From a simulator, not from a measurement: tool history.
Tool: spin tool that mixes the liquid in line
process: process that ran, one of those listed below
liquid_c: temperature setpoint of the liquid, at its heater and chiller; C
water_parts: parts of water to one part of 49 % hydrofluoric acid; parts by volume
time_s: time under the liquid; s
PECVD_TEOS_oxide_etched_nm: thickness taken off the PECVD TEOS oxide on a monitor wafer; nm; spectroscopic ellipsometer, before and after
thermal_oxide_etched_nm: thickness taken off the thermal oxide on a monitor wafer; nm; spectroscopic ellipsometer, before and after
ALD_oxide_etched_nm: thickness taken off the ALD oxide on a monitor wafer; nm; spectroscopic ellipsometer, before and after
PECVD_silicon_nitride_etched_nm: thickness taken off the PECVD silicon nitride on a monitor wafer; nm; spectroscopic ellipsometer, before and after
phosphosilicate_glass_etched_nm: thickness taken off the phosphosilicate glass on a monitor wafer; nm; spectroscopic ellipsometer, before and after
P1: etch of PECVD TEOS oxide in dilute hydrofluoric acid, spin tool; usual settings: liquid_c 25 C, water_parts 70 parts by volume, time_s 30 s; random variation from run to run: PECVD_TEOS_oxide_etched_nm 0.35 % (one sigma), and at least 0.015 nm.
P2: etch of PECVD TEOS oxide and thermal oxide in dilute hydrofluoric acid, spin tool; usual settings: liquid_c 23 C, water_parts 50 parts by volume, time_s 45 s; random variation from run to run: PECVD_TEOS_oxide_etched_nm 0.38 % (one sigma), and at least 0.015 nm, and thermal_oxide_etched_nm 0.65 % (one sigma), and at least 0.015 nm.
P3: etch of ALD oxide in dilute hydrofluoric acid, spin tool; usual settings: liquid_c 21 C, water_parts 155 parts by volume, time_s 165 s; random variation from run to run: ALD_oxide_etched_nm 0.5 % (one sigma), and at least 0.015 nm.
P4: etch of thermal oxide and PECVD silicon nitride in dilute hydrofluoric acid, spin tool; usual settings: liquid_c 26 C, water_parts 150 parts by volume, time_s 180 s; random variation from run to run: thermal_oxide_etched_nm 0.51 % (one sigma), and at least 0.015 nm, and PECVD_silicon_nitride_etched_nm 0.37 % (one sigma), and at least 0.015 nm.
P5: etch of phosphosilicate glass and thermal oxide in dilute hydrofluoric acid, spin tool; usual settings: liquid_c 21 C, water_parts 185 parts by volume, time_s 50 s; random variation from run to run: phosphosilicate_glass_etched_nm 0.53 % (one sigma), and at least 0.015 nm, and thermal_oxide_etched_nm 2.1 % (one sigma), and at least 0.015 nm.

run	hour	process	liquid_c	water_parts	time_s	hours since the thermometer was replaced	hours since the hydrofluoric acid flow meter was replaced	PECVD_TEOS_oxide_etched_nm	thermal_oxide_etched_nm	ALD_oxide_etched_nm	PECVD_silicon_nitride_etched_nm	phosphosilicate_glass_etched_nm
1	2.4	P1	25	70	30	717.1	541.6	12.035				
2	6.5	P2	23	50	45	721.2	545.7	8.1372	4.5404			
3	11.5	P3	21	155	165	726.2	550.7			8.6564		
4	16.2	P4	26	150	180	730.9	555.4		5.9835		6.4845	
5	19.9	P2	23	85	45	734.6	559.1	4.6042	2.5572			
6	23.2	P2	23	50	20	737.9	562.4	3.6402	1.9737			
7	27.9	P1	25	70	15	742.6	567.1	5.9925				
8	33	P1	25	70	30	747.7	572.2	12.065				
9	35.6	P2	28.5	50	45	750.3	574.8	10.254	5.6413			
10	39.6	P5	29.5	185	50	754.3	578.8		1.4698			59.245
11	42.2	P4	26	65	180	756.9	581.4		15.315		14.774	
12	45.4	P1	25	105	30	760.1	584.6	7.6489				
13	48.7	P3	21	225	165	763.4	587.9			5.5527		
14	51.9	P4	26	150	180	766.6	591.1		5.9665		6.4088	
15	55.8	P5	21	185	50	770.5	595		1.0863			43.559
16	58.8	P1	25	35	30	773.5	598	25.259				
17	62.4	P4	26	150	315	777.1	601.6		10.437		11.365	
18	67.1	P5	21	185	80	781.8	606.3		1.7761			69.762
19	70.8	P1	25	70	30	785.5	610	12.017				
20	74.8	P1	33	70	30	789.5	614	16.428				
21	79.3	P5	21	95	50	794	618.5		2.2989			93.854
22	83.4	P3	21	155	55	798.1	622.6			2.8408		
23	86.2	P1	18.5	70	30	800.9	625.4	9.2226				
24	89.8	P2	23	50	45	804.5	629	8.1417	4.5463			
25	94.7	P1	25	70	30	809.4	633.9	12.115				
26	98.2	P1	18.5	40	30	812.9	637.4	16.704				
27	101	P1	25	70	30	815.7	640.2	11.975				
28	105.4	P4	33	150	180	820.1	644.6		7.7132		9.9144	
29	110.1	P3	27	155	165	824.8	649.3			10.837		
30	113	P1	25	70	50	827.7	652.2	20.027				
31	115.7	P1	25	70	30	830.4	654.9	12.008				
32	120.2	P1	25	70	30	834.9	659.4	11.619				
33	124.3	P1	25	70	30	839	663.5	11.421				
34	128.4	P1	25	70	30	843.1	667.6	11.274				
35	132.4	P1	25	70	30	847.1	671.6	11.151				
36	136	P1	25	70	30	850.7	675.2	11.023				
37	138.4	P1	25	70	30	853.1	677.6	11.078				
38	143.1	P1	25	70	30	857.8	682.3	11.032				
39	146.5	P1	25	70	30	861.2	685.7	11.012				
40	151.1	P1	25	70	30	865.8	690.3	10.966				
41	155.3	P1	25	70	30	870	694.5	11.017				

What P1 gives has crept away from where it was. These 2 causes fit the log equally well, each at the size given:
A: hydrofluoric acid flow below the setpoint (%) = 8
B: liquid colder than its thermometer reads (K) = 2.26
The creep began at about hour 115.7.

4 check runs are offered, one wafer each, their results left as question marks. Which one tells the causes apart?
check 1	159.5	P3	21	155	165					?		
check 2	159.5	P2	23	50	45			?	?			
check 3	159.5	P5	21	185	50				?			?
check 4	159.5	P4	26	150	180				?		?	

What each check would give under each cause:
check	result	if A	if B
check 1	ALD_oxide_etched_nm	7.8563	7.9175
check 2	PECVD_TEOS_oxide_etched_nm	7.4773	7.4359
check 2	thermal_oxide_etched_nm	4.1279	4.1051
check 3	thermal_oxide_etched_nm	0.97581	0.9871
check 3	phosphosilicate_glass_etched_nm	39.476	39.933
check 4	thermal_oxide_etched_nm	5.4093	5.4812
check 4	PECVD_silicon_nitride_etched_nm	5.9246	5.5712
How far apart the two closest causes lie, in the result that separates them most: check 1 0.78 %; check 2 0.56 %; check 3 1.15 %; check 4 6.15 %
Check 4 tells the causes apart: in the others they would give nearly the same result.

Then check 4 was run and gave: thermal_oxide_etched_nm 5.4071 nm; PECVD_silicon_nitride_etched_nm 5.9172 nm. Which cause is it?

It is A: hydrofluoric acid flow below the setpoint (%).
